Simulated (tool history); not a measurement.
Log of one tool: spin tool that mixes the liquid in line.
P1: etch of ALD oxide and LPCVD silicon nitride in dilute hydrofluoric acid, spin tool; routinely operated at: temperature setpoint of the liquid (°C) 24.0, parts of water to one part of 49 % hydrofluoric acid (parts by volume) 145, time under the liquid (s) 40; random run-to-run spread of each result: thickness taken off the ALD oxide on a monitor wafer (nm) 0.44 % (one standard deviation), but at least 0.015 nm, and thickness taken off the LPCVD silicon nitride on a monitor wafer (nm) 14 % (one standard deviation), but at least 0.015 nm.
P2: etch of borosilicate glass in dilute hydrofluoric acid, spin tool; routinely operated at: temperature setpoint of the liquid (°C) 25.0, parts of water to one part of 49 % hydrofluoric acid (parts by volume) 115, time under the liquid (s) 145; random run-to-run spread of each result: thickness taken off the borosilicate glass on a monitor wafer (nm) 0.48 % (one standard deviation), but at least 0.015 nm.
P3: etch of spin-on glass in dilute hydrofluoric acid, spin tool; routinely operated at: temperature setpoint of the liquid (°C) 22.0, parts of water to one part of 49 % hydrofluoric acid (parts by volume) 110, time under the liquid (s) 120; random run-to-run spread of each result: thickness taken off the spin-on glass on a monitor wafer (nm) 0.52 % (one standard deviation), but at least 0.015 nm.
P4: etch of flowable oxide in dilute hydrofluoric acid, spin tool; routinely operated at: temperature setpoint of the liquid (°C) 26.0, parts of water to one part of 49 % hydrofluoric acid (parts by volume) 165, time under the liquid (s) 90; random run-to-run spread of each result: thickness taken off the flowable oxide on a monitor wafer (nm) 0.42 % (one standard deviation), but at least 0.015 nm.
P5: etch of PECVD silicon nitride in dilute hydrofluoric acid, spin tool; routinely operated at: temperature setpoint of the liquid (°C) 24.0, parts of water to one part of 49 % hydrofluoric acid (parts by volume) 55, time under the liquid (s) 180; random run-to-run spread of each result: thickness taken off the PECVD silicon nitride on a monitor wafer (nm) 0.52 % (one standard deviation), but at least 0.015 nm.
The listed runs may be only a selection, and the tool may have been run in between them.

run   hour  process that ran  temperature setpoint of the liquid (°C)  parts of water to one part of 49 % hydrofluoric acid (parts by volume)  time under the liquid (s)  hours since the thermometer was replaced  hours since the hydrofluoric acid flow meter was replaced  thickness taken off the ALD oxide on a monitor wafer (nm)  thickness taken off the LPCVD silicon nitride on a monitor wafer (nm)  thickness taken off the flowable oxide on a monitor wafer (nm)  thickness taken off the PECVD silicon nitride on a monitor wafer (nm)  thickness taken off the borosilicate glass on a monitor wafer (nm)  thickness taken off the spin-on glass on a monitor wafer (nm)
  1   16.1                P1                                     24.0                                                                     145                         40                                     321.2                                                      358.2                                                     7.1950                                                                0.15886
  2   34.2                P4                                     26.0                                                                     165                         15                                     339.3                                                      376.3                                                                                                                                                                                            2.7847
  3   43.2                P5                                     18.5                                                                      55                        180                                     348.3                                                      385.3                                                                                                                                                                                                                                                                   9.2841
  4   59.8                P1                                     24.0                                                                     145                         80                                     364.9                                                      401.9                                                    14.3950                                                                0.45405
  5   76.5                P2                                     25.0                                                                     115                         50                                     381.6                                                      418.6                                                                                                                                                                                                                                                                                                                                       16.854
  6   89.3                P3                                     22.0                                                                      20                        120                                     394.4                                                      431.4                                                                                                                                                                                                                                                                                                                                                                                                     236.170
  7   97.6                P1                                     24.0                                                                     145                         40                                     402.7                                                      439.7                                                     7.1351                                                                0.13344
  8  109.8                P1                                     24.0                                                                     215                         40                                     414.9                                                      451.9                                                     4.4820                                                                0.10994
  9  120.2                P2                                     25.0                                                                     115                        145                                     425.3                                                      462.3                                                                                                                                                                                                                                                                                                                                       48.746
 10  128.8                P1                                     17.0                                                                     145                         40                                     433.9                                                      470.9                                                     5.4173                                                                0.10194
 11  140.3                P4                                     26.0                                                                     290                         90                                     445.4                                                      482.4                                                                                                                                                                                            8.2537
 12  154.0                P2                                     20.0                                                                     115                        145                                     459.1                                                      496.1                                                                                                                                                                                                                                                                                                                                       39.976
 13  168.1                P2                                     25.0                                                                      25                        145                                     473.2                                                      510.2                                                                                                                                                                                                                                                                                                                                      253.210
 14  183.7                P2                                     25.0                                                                     115                        145                                     488.8                                                      525.8                                                                                                                                                                                                                                                                                                                                       48.637
 15  198.2                P1                                     24.0                                                                      95                         40                                     503.3                                                      540.3                                                    11.5960                                                                0.24409
     203.2  -- thermometer replaced
 16  207.6                P4                                     26.0                                                                     165                         90                                       4.4                                                      549.7                                                                                                                                                                                           16.6300
 17  218.2                P1                                     32.0                                                                     145                         40                                      15.0                                                      560.3                                                     9.6420                                                                0.24496
 18  231.0                P5                                     24.0                                                                      55                        180                                      27.8                                                      573.1                                                                                                                                                                                                                                                                  13.3890
 19  241.1                P1                                     24.0                                                                     145                         15                                      37.9                                                      583.2                                                     2.6832                                                                0.06738
 20  249.5                P1                                     24.0                                                                     145                         40                                      46.3                                                      591.6                                                     7.1182                                                                0.15489
 21  265.0                P3                                     22.0                                                                     110                        175                                      61.8                                                      607.1                                                                                                                                                                                                                                                                                                                                                                                                      56.207
 22  281.2                P5                                     24.0                                                                      55                         80                                      78.0                                                      623.3                                                                                                                                                                                                                                                                   5.9374
 23  291.3                P3                                     22.0                                                                     110                        120                                      88.1                                                      633.4                                                                                                                                                                                                                                                                                                                                                                                                      38.717
 24  305.6                P1                                     24.0                                                                     145                         40                                     102.4                                                      647.7                                                     7.2397                                                                0.18748
 25  324.0                P4                                     21.5                                                                     165                         90                                     120.8                                                      666.1                                                                                                                                                                                           13.9310
 26  341.1                P1                                     24.0                                                                     100                         20                                     137.9                                                      683.2                                                     5.5154                                                                0.10389
 27  355.7                P5                                     24.0                                                                      95                        180                                     152.5                                                      697.8                                                                                                                                                                                                                                                                   7.8415

Run 28, settings as shown, results not yet in. Your forecast:
 28  365.4                P3                                     26.0                                                                     110                        120                                     162.2                                                      707.5                                                                                                                                                                                                                                                                                                                                                                                                           ?

{"run 28": {"thickness taken off the spin-on glass on a monitor wafer (nm)": 44.81}}
